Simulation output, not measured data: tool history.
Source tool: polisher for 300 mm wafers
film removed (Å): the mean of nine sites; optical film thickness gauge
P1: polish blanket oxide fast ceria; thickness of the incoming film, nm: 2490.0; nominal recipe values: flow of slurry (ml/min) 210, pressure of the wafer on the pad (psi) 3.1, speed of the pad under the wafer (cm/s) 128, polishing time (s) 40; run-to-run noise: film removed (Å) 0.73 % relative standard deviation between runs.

run	hour	flow of slurry (ml/min)	pressure of the wafer on the pad (psi)	speed of the pad under the wafer (cm/s)	polishing time (s)	wafers polished on this pad	hours since the slurry nozzle was cleaned	hours since the head pressure was calibrated	film removed (Å)
1	12.0	210	3.1	128	40	693	331.7	215.6	7421.5
2	19.0	210	3.1	200	40	792	338.7	222.6	11544.0
3	26.7	210	4.3	128	40	900	346.4	230.3	10368.0
4	33.2	210	3.1	128	40	992	352.9	236.8	7496.0
5	42.5	210	3.1	128	40	1123	362.2	246.1	7372.2
6	52.3	210	3.1	128	40	1262	372.0	255.9	7544.5
7	60.6	210	3.1	128	40	1379	380.3	264.2	7382.5
8	66.5	125	3.1	128	40	1462	386.2	270.1	6882.3
# hour 67.5: worn pad replaced by a new one
9	72.0	210	1.4	128	40	63	391.7	275.6	3362.4
10	83.4	210	2.0	128	21	224	403.1	287.0	2522.1
11	91.3	210	3.1	128	58	336	411.0	294.9	10672.0
12	100.5	295	3.1	128	40	466	420.2	304.1	7610.7
13	112.9	210	3.1	128	40	641	432.6	316.5	7332.3
# hour 114.4: slurry nozzle cleaned
14	124.2	210	3.1	128	20	800	9.8	327.8	3747.4
15	135.9	210	3.1	128	40	966	21.5	339.5	7413.8
16	142.0	300	3.1	128	56	1052	27.6	345.6	10877.0
17	150.2	210	3.1	58	40	1168	35.8	353.8	3385.7
18	159.8	210	3.1	128	40	1303	45.4	363.4	7383.5
19	166.8	210	3.1	128	40	1402	52.4	370.4	7343.1
20	176.6	210	3.1	128	40	1540	62.2	380.2	7166.3
21	185.5	210	3.1	128	40	1666	71.1	389.1	7057.4
22	191.8	210	3.1	128	40	1755	77.4	395.4	6929.9
23	199.9	210	3.1	128	40	1869	85.5	403.5	6888.3
24	206.5	210	3.1	128	40	1963	92.1	410.1	6905.6
# hour 209.1: worn pad replaced by a new one
25	215.8	210	3.1	128	40	94	101.4	419.4	6804.7
26	226.5	210	3.1	128	40	245	112.1	430.1	6803.6
27	238.1	210	3.1	128	40	409	123.7	441.7	6940.5

Compared with where it was, what P1 gives has crept away. Each cause listed below fits the log as well as the rest, at the size given for it:
A: head's pressure below its setpoint, % = 7.76
B: slurry flow missing at the pad, % = 39.4
At approximately hour 159.8, the process output began to creep.
Every other cause this tool's parts could produce, and why it does not fit the log:
removal rate lost through wear of the pad, %: serviced at hour 209.1, which brought nothing back

The 4 check runs listed below each average the results of 2 wafers, and their outcomes are marked with question marks. Under which run would the listed causes produce clearly different results?
check 1	249.7	210	2.0	80	40				?
check 2	249.7	125	3.1	166	40				?
check 3	249.7	210	4.2	128	20				?
check 4	249.7	210	3.1	196	40				?

What every check run would give for each of its results, assuming each possible cause in turn:
check	result	if A	if B
check 1	film removed (Å)	2759.3	2759.6
check 2	film removed (Å)	8157.2	7775.1
check 3	film removed (Å)	4635.6	4636.2
check 4	film removed (Å)	10478.0	10480.0
Separation of the two closest causes in each check, using whichever result separates them best: check 1 0.01 %; check 2 4.8 %; check 3 0.01 %; check 4 0.01 %
Of the check runs offered, only check 2 discriminates between the causes; the rest would read about the same regardless of which cause applies.

Check 2 has now been run. It gave: film removed (Å) 8079.0. Which of the candidate causes is it?

The cause is A: head's pressure below its setpoint, %.
